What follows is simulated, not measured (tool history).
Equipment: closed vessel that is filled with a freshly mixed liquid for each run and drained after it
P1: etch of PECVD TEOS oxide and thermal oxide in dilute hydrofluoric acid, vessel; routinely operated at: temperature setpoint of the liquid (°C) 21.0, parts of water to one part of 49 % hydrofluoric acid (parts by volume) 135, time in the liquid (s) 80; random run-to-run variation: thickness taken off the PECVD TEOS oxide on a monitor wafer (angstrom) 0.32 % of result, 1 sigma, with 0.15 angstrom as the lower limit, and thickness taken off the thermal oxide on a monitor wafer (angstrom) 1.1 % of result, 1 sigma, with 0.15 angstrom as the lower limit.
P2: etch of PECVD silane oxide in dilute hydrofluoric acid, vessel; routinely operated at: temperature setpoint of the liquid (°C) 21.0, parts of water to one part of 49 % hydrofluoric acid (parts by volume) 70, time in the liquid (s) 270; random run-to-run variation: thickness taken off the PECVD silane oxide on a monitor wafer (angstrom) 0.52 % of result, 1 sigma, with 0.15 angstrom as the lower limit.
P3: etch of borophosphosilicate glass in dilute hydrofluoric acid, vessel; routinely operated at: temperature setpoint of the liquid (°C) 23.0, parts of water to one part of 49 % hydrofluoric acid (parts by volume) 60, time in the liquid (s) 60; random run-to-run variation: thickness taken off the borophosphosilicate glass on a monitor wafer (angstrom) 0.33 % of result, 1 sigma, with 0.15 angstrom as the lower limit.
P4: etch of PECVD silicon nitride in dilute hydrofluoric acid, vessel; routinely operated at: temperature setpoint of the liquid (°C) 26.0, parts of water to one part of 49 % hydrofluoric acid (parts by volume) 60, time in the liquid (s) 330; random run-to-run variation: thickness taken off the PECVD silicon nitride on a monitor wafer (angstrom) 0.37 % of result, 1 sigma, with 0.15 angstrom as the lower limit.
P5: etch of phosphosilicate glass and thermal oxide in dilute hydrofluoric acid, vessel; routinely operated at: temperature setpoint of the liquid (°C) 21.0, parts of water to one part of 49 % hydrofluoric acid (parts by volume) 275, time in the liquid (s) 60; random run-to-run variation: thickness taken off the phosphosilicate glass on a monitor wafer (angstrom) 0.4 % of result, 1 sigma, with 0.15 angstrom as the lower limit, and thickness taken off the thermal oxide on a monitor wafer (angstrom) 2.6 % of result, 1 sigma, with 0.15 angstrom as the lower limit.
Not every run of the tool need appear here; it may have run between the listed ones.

run     day  process that ran  temperature setpoint of the liquid (°C)  parts of water to one part of 49 % hydrofluoric acid (parts by volume)  time in the liquid (s)  thickness taken off the PECVD TEOS oxide on a monitor wafer (angstrom)  thickness taken off the thermal oxide on a monitor wafer (angstrom)  thickness taken off the PECVD silicon nitride on a monitor wafer (angstrom)  thickness taken off the PECVD silane oxide on a monitor wafer (angstrom)  thickness taken off the phosphosilicate glass on a monitor wafer (angstrom)  thickness taken off the borophosphosilicate glass on a monitor wafer (angstrom)
  1   0.646                P1                                     21.0                                                                     135                      80                                                                  65.921                                                              24.2580
  2   0.988                P1                                     21.0                                                                     215                      80                                                                  38.002                                                              13.6360
  3   1.462                P4                                     26.0                                                                      60                      30                                                                                                                                                                                                                    31.785
  4   1.879                P2                                     21.0                                                                      70                      30                                                                                                                                                                                                                                                                                              59.786
  5   2.429                P1                                     21.0                                                                     135                      80                                                                  65.826                                                              24.7900
  6   2.921                P4                                     26.0                                                                      25                     330                                                                                                                                                                                                                   819.270
  7   3.308                P1                                     21.0                                                                     135                      80                                                                  65.599                                                              24.7070
  8   3.817                P1                                     21.0                                                                     135                      30                                                                  24.665                                                               9.3833
  9   4.383                P5                                     21.0                                                                     275                      30                                                                                                                                       3.7343                                                                                                                                                                                                                               74.07
 10   4.883                P5                                     21.0                                                                     160                      60                                                                                                                                      14.4290                                                                                                                                                                                                                              286.36
 11   5.467                P1                                     21.0                                                                      75                      35                                                                  55.159                                                              20.9230
 12   6.125                P4                                     26.0                                                                      60                     330                                                                                                                                                                                                                   351.340
 13   6.492                P3                                     18.5                                                                      60                      60                                                                                                                                                                                                                                                                                                                                                                                                                                                            545.27
 14   6.979                P5                                     17.0                                                                     275                      60                                                                                                                                       6.2179                                                                                                                                                                                                                              128.51
 15   7.621                P3                                     23.0                                                                      60                      30                                                                                                                                                                                                                                                                                                                                                                                                                                                            330.94
 16   8.008                P2                                     17.0                                                                      70                     270                                                                                                                                                                                                                                                                                             453.480
 17   8.550                P3                                     23.0                                                                      90                      60                                                                                                                                                                                                                                                                                                                                                                                                                                                            425.31
 18   9.129                P1                                     21.0                                                                     135                     150                                                                 123.130                                                              46.3780
 19   9.504                P5                                     21.0                                                                     275                      60                                                                                                                                       7.6341                                                                                                                                                                                                                              148.51
 20   9.950                P2                                     21.0                                                                     130                     270                                                                                                                                                                                                                                                                                             273.770
 21  10.604                P1                                     21.0                                                                      40                      80                                                                 246.940                                                              93.6480
 22  11.050                P3                                     23.0                                                                      60                      60                                                                                                                                                                                                                                                                                                                                                                                                                                                            659.85
 23  11.562                P1                                     17.0                                                                     135                      80                                                                  55.824                                                              20.9340
 24  12.142                P2                                     21.0                                                                      70                     270                                                                                                                                                                                                                                                                                             539.670
 25  12.450                P1                                     21.0                                                                     135                      80                                                                  65.971                                                              24.3700
 26  12.871                P1                                     21.0                                                                     135                      80                                                                  65.638                                                              24.2730
 27  13.383                P4                                     20.5                                                                      60                     330                                                                                                                                                                                                                   239.490
 28  13.917                P1                                     25.5                                                                     135                      80                                                                  78.429                                                              30.1560
 29  14.296                P1                                     21.0                                                                     135                      80                                                                  66.221                                                              24.9430
 30  14.600                P1                                     21.0                                                                     135                      80                                                                  63.981                                                              23.4890
 31  15.083                P1                                     21.0                                                                     135                      80                                                                  62.069                                                              22.9260
 32  15.621                P1                                     21.0                                                                     135                      80                                                                  61.244                                                              22.3240
 33  16.246                P1                                     21.0                                                                     135                      80                                                                  60.474                                                              22.2910
 34  16.692                P1                                     21.0                                                                     135                      80                                                                  60.012                                                              22.1750
 35  17.012                P1                                     21.0                                                                     135                      80                                                                  59.621                                                              21.7030
 36  17.317                P1                                     21.0                                                                     135                      80                                                                  59.555                                                              22.6040
 37  17.950                P1                                     21.0                                                                     135                      80                                                                  59.246                                                              22.1570

P1 no longer gives what it gave before; its output has crept away from where it was. The following 2 causes, each at its listed size, fit the log equally well:
A: hydrofluoric acid flow below the setpoint (%) = 8.17
B: liquid colder than its thermometer reads (K) = 2.44
The drift started at roughly day 14.296.

Question marks stand in for the results of the 4 check runs listed below, each run on one wafer. Under which run would the listed causes show clearly different results?
check 1  18.583                P3                                     23.0                                                                      80                      60                                                                                                                                                                                                                                                                                                                                                                                                                                                                 ?
check 2  18.583                P5                                     17.0                                                                     275                      30                                                                                                                                            ?                                                                                                                                                                                                                                   ?
check 3  18.583                P2                                     21.0                                                                      90                     270                                                                                                                                                                                                                                                                                                   ?
check 4  18.583                P4                                     22.0                                                                      35                     330                                                                                                                                                                                                                         ?

If the cause were each of the candidates in turn, the checks would give the following:
  check                                                                           result     if A     if B
check 1  thickness taken off the borophosphosilicate glass on a monitor wafer (angstrom)   440.84   438.21
check 2              thickness taken off the thermal oxide on a monitor wafer (angstrom)   2.9605   2.9931
check 2      thickness taken off the phosphosilicate glass on a monitor wafer (angstrom)   57.386   58.018
check 3         thickness taken off the PECVD silane oxide on a monitor wafer (angstrom)  375.560  373.110
check 4      thickness taken off the PECVD silicon nitride on a monitor wafer (angstrom)  416.650  381.880
Smallest distance between any two causes, each pair judged by its most separating result, in per cent: check 1 0.6 %; check 2 1.1 %; check 3 0.66 %; check 4 8.72 %
Check 4 tells the causes apart: in the others they would give nearly the same result.

Then check 4 was run and gave: thickness taken off the PECVD silicon nitride on a monitor wafer (angstrom) 381.750. Which cause is it?

It is B: liquid colder than its thermometer reads (K).
